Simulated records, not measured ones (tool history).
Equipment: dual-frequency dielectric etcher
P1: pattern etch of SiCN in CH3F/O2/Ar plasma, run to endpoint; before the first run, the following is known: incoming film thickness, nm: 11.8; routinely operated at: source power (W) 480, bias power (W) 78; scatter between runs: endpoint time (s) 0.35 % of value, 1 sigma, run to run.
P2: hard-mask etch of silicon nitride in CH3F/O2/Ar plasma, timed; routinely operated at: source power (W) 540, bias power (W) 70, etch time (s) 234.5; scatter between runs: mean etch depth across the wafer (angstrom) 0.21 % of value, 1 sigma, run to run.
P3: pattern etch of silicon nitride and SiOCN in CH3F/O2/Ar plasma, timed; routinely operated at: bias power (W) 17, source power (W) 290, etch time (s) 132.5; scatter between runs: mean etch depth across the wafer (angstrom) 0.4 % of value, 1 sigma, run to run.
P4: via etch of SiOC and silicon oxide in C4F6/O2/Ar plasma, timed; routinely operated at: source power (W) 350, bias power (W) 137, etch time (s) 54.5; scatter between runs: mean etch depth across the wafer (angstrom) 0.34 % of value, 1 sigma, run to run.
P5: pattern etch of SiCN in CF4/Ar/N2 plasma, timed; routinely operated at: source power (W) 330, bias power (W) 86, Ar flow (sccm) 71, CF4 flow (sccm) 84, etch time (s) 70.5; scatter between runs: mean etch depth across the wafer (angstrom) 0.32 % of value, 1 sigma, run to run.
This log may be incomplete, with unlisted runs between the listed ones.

run   hour  process that ran  source power (W)  bias power (W)  etch time (s)  Ar flow (sccm)  CF4 flow (sccm)  hours since the last wet clean  hours since the last source power generator calibration  hours since the last bias power generator calibration  endpoint time (s)  mean etch depth across the wafer (angstrom)
  1    8.7                P1               480              78                                                                           323.5                                                    337.5                                                    476             29.831
  2   18.8                P3               400              17          132.5                                                            333.6                                                    347.6                                                  486.1                                                          156.91
  3     31                P3               290              17           96.5                                                            345.8                                                    359.8                                                  498.3                                                          102.48
  4   43.7                P1               480             107                                                                           358.5                                                    372.5                                                    511             26.384
  5   56.3                P5               330              86           70.5              71              119                           371.1                                                    385.1                                                  523.6                                                          561.08
  6   66.4                P1               620              47                                                                           381.2                                                    395.2                                                  533.7             32.166
  7     77                P1               370              78                                                                           391.8                                                    405.8                                                  544.3             32.904
  8   86.2                P1               480              78                                                                             401                                                      415                                                  553.5             29.881
  9   93.5                P4               210             137           54.5                                                            408.3                                                    422.3                                                  560.8                                                          440.48
 10    105                P2               540              70            129                                                            419.8                                                    433.8                                                  572.3                                                          1032.5
 11  119.3                P5               330              65           70.5              71               84                           434.1                                                    448.1                                                  586.6                                                          493.19
 12  128.3                P3               290              12          132.5                                                            443.1                                                    457.1                                                  595.6                                                          122.22
 13    144                P2               310              70          234.5                                                            458.8                                                    472.8                                                  611.3                                                          1514.6
 14  156.4                P4               350              81           54.5                                                            471.2                                                    485.2                                                  623.7                                                          457.43
 15  167.3                P2               540              90          234.5                                                            482.1                                                    496.1                                                  634.6                                                          2037.2
 16  176.6                P5               330              86          102.5              71               84                           491.4                                                    505.4                                                  643.9                                                          784.23
 17  188.4                P1               480              78                                                                           503.2                                                    517.2                                                  655.7             29.869
 18  198.6                P5               440              86           70.5              71               84                           513.4                                                    527.4                                                  665.9                                                          695.44
 19  213.6                P4               350             137           54.5                                                            528.4                                                    542.4                                                  680.9                                                          532.09
 20  222.5                P1               600              78                                                                           537.3                                                    551.3                                                  689.8             27.549
 21  238.4                P4               350             137           31.5                                                            553.2                                                    567.2                                                  705.7                                                          307.56
 22  250.9                P5               330              86           70.5              87               84                           565.7                                                    579.7                                                  718.2                                                           527.2
 23  266.6                P1               480              46                                                                           581.4                                                    595.4                                                  733.9             35.556
 24    275                P1               660              92                                                                           589.8                                                    603.8                                                  742.3             25.033
 25  289.8                P2               540              70          234.5                                                            604.6                                                    618.6                                                  757.1                                                          1876.1
 26  297.7                P1               480              78                                                                           612.5                                                    626.5                                                    765             29.779
 27  313.3                P3               290              17          132.5                                                            628.1                                                    642.1                                                  780.6                                                          141.63
 28  325.9                P3               290              17          132.5                                                            640.7                                                    654.7                                                  793.2                                                          140.77
 29  335.3                P2               540              70          234.5                                                            650.1                                                    664.1                                                  802.6                                                          1873.8
 30  349.2                P1               480              78                                                                             664                                                      678                                                  816.5             29.761
 31  359.3                P1               400              59                                                                           674.1                                                    688.1                                                  826.6             34.975
 32  369.8                P4               350             137           54.5                                                            684.6                                                    698.6                                                  837.1                                                          533.62
 33  385.6                P5               330              86           70.5              71               84                           700.4                                                    714.4                                                  852.9                                                          543.09

Run 34, settings as shown, results not yet in. Your forecast:
 34  401.4                P1               480              78                                                                           716.2                                                    730.2                                                  868.7                  ?

{"run 34": {"endpoint time (s)": 29.813}}
